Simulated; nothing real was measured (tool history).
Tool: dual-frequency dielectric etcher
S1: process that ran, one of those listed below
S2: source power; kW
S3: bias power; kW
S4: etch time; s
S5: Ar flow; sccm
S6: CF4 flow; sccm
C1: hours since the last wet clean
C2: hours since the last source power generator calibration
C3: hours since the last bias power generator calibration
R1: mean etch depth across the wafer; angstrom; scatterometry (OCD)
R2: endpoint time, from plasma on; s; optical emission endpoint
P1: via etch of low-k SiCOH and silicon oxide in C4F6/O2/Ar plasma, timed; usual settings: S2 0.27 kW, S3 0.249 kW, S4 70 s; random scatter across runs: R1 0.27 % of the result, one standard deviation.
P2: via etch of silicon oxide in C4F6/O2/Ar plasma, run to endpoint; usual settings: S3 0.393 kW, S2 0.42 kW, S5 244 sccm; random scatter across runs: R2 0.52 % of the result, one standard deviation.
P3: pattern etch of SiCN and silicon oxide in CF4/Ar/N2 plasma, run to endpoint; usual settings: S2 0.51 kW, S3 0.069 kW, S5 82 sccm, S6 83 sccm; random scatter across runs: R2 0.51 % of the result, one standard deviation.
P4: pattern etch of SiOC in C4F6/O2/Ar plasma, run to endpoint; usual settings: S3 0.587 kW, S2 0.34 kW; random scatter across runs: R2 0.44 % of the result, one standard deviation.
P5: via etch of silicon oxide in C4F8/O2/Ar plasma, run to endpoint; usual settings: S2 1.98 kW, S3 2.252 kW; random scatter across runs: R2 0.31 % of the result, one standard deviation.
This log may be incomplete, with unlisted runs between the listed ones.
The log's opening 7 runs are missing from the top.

run,hour,S1,S2,S3,S4,S5,S6,C1,C2,C3,R1,R2
8,94.3,P4,0.34,0.587,,,,141.6,61.8,524,,8.4651
9,107.1,P1,0.27,0.249,50.5,,,154.4,74.6,536.8,1210.3,
10,117.9,P5,1.98,2.252,,,,165.2,85.4,547.6,,272.89
11,130.9,P1,0.27,0.249,70,,,178.2,98.4,560.6,1677.9,
12,141.9,P5,1.98,1.619,,,,189.2,109.4,571.6,,298.11
13,156.4,P3,0.51,0.069,,82,111,203.7,123.9,586.1,,10.018
14,164.7,P1,0.27,0.321,70,,,212,132.2,594.4,1833.6,
15,179.3,P2,0.42,0.393,,311,,226.6,146.8,609,,28.734
16,189.5,P4,0.34,0.796,,,,236.8,157,619.2,,7.4819
17,197.4,P1,0.38,0.249,70,,,244.7,164.9,627.1,1915.8,
18,208.3,P3,0.51,0.085,,82,83,255.6,175.8,638,,9.7952
19,223.3,P1,0.27,0.249,99.5,,,270.6,190.8,653,2389.6,
20,234.5,P5,2.4,2.252,,,,281.8,202,664.2,,251.68

Run 21 has not been measured yet. What should we expect?
21,244.4,P1,0.27,0.249,70,,,291.7,211.9,674.1,?,

{"run 21": {"R1": 1679.1}}
